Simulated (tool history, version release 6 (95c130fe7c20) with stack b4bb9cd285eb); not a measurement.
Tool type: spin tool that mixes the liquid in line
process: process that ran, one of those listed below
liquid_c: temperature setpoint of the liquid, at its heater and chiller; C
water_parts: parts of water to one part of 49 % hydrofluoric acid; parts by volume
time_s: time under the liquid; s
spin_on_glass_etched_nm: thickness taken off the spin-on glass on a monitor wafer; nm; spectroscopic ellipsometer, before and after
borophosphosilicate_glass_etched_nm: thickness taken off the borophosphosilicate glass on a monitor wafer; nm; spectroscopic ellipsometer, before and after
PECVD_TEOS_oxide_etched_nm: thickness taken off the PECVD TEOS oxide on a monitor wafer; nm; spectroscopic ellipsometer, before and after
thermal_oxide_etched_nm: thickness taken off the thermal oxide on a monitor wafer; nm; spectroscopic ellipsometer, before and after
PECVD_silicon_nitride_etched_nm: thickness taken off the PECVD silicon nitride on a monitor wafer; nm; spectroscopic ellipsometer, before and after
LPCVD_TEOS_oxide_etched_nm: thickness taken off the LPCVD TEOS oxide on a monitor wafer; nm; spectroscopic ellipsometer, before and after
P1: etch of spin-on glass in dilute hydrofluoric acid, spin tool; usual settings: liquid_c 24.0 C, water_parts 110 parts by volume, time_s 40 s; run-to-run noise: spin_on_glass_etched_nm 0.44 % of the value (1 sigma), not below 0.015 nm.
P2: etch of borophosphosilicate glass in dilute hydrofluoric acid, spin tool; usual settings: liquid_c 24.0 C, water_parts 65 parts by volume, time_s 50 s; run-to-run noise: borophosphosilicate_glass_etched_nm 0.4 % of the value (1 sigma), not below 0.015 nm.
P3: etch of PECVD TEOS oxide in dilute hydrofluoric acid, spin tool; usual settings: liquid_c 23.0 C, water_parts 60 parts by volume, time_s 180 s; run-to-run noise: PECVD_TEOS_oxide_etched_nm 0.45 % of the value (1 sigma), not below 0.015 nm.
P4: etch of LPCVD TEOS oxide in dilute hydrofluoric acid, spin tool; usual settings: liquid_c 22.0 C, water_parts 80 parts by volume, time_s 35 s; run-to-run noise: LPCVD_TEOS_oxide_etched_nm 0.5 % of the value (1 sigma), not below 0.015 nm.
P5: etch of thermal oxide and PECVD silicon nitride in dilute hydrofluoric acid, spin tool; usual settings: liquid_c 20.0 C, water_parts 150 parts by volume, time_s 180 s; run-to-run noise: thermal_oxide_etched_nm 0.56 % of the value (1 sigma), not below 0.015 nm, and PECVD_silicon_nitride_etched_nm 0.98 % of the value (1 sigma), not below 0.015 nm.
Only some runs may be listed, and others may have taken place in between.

run,day,process,liquid_c,water_parts,time_s,hours since the thermometer was replaced,hours since the hydrofluoric acid flow meter was replaced,spin_on_glass_etched_nm,borophosphosilicate_glass_etched_nm,PECVD_TEOS_oxide_etched_nm,thermal_oxide_etched_nm,PECVD_silicon_nitride_etched_nm,LPCVD_TEOS_oxide_etched_nm
1,0.667,P1,24.0,110,40,633.2,1249.4,12.6560,,,,,
2,1.425,P2,24.0,65,50,651.4,1267.6,,24.1510,,,,
3,2.217,P3,23.0,60,180,670.4,1286.6,,,30.353,,,
4,2.567,P5,20.0,150,180,678.8,1295.0,,,,4.9077,2.4102,
5,3.104,P2,30.5,65,50,691.7,1307.9,,31.3050,,,,
6,3.738,P1,24.0,110,15,706.9,1323.1,4.7197,,,,,
7,4.417,P3,23.0,105,180,723.2,1339.4,,,16.462,,,
8,4.875,P1,24.0,110,40,734.2,1350.4,12.6750,,,,,
9,5.325,P5,20.0,225,180,745.0,1361.2,,,,3.0219,1.6283,
10,5.988,P1,24.0,110,40,760.9,1377.1,12.7100,,,,,
11,6.729,P1,24.0,110,40,778.7,1394.9,12.8010,,,,,
12,7.379,P1,29.5,110,40,794.3,1410.5,15.7050,,,,,
13,8.142,P3,23.0,60,180,812.6,1428.8,,,30.573,,,
# day 8.529: thermometer replaced
14,8.867,P1,24.0,110,40,8.1,1446.2,12.7320,,,,,
15,9.392,P3,23.0,60,285,20.7,1458.8,,,48.215,,,
16,10.079,P1,24.0,165,40,37.2,1475.3,7.9638,,,,,
17,10.817,P2,24.0,65,15,54.9,1493.0,,7.2667,,,,
18,11.388,P5,20.0,150,315,68.6,1506.7,,,,8.4427,4.2133,
19,12.008,P1,19.0,110,40,83.5,1521.6,10.3770,,,,,
20,12.488,P2,24.0,95,50,95.0,1533.1,,15.9740,,,,
21,13.288,P4,28.0,80,35,114.2,1552.3,,,,,,17.374
22,14.008,P4,22.0,30,35,131.5,1569.6,,,,,,38.895
23,14.521,P1,27.5,55,40,143.8,1581.9,31.2650,,,,,
# day 14.646: hydrofluoric acid flow meter replaced
24,14.983,P4,22.0,80,35,154.9,8.2,,,,,,13.836
25,15.408,P5,20.0,150,180,165.1,18.4,,,,4.8487,2.4283,
26,16.192,P1,24.0,110,40,183.9,37.2,12.7520,,,,,
27,16.896,P1,24.0,110,80,200.8,54.1,25.4700,,,,,
28,17.629,P3,28.0,60,180,218.4,71.7,,,37.285,,,
29,18.138,P4,22.0,80,65,230.6,83.9,,,,,,25.458
30,18.671,P1,24.0,25,40,243.4,96.7,61.9650,,,,,
31,19.096,P5,17.0,150,180,253.6,106.9,,,,4.3238,1.9626,
32,19.658,P2,24.0,65,50,267.1,120.4,,24.2130,,,,
33,20.133,P1,24.0,110,40,278.5,131.8,12.6950,,,,,
34,20.529,P1,24.0,110,40,288.0,141.3,12.4140,,,,,
35,21.029,P1,24.0,110,40,300.0,153.3,12.1930,,,,,
36,21.571,P1,24.0,110,40,313.0,166.3,12.0840,,,,,
37,22.012,P1,24.0,110,40,323.6,176.9,12.0210,,,,,
38,22.362,P1,24.0,110,40,332.0,185.3,11.9980,,,,,
39,22.925,P1,24.0,110,40,345.5,198.8,11.9440,,,,,
40,23.417,P1,24.0,110,40,357.3,210.6,12.0580,,,,,

Compared with where it was, what P1 gives has crept away. Each cause listed below fits the log as well as the rest, at the size given for it:
A: liquid colder than its thermometer reads (K) = 1.45
B: hydrofluoric acid flow below the setpoint (%) = 4.92
The creep began at about day 20.133.

Consider the 4 check runs below, whose results appear as question marks and each of which averages 3 wafers. Which one distinguishes the causes, in that each cause would give it a clearly different result?
check 1,23.908,P4,22.0,80,35,,,,,,,,?
check 2,23.908,P2,24.0,65,50,,,,?,,,,
check 3,23.908,P3,23.0,60,180,,,,,?,,,
check 4,23.908,P5,20.0,150,180,,,,,,?,?,

Check results expected under each cause:
check,result,if A,if B
check 1,LPCVD_TEOS_oxide_etched_nm,12.873,12.928
check 2,borophosphosilicate_glass_etched_nm,22.7870,22.8920
check 3,PECVD_TEOS_oxide_etched_nm,28.670,28.834
check 4,thermal_oxide_etched_nm,4.5720,4.5704
check 4,PECVD_silicon_nitride_etched_nm,2.1801,2.2881
Minimum pairwise separation of causes per check, each pair taken at its best-separating result: check 1 0.42 %; check 2 0.46 %; check 3 0.57 %; check 4 4.84 %
Check 4 is the one run that separates the causes; every other check would come out nearly the same whichever cause is at work.

Here is what check 4 returned: thermal_oxide_etched_nm 4.5682 nm; PECVD_silicon_nitride_etched_nm 2.3095 nm. Which cause is it?

The cause is B: hydrofluoric acid flow below the setpoint (%).
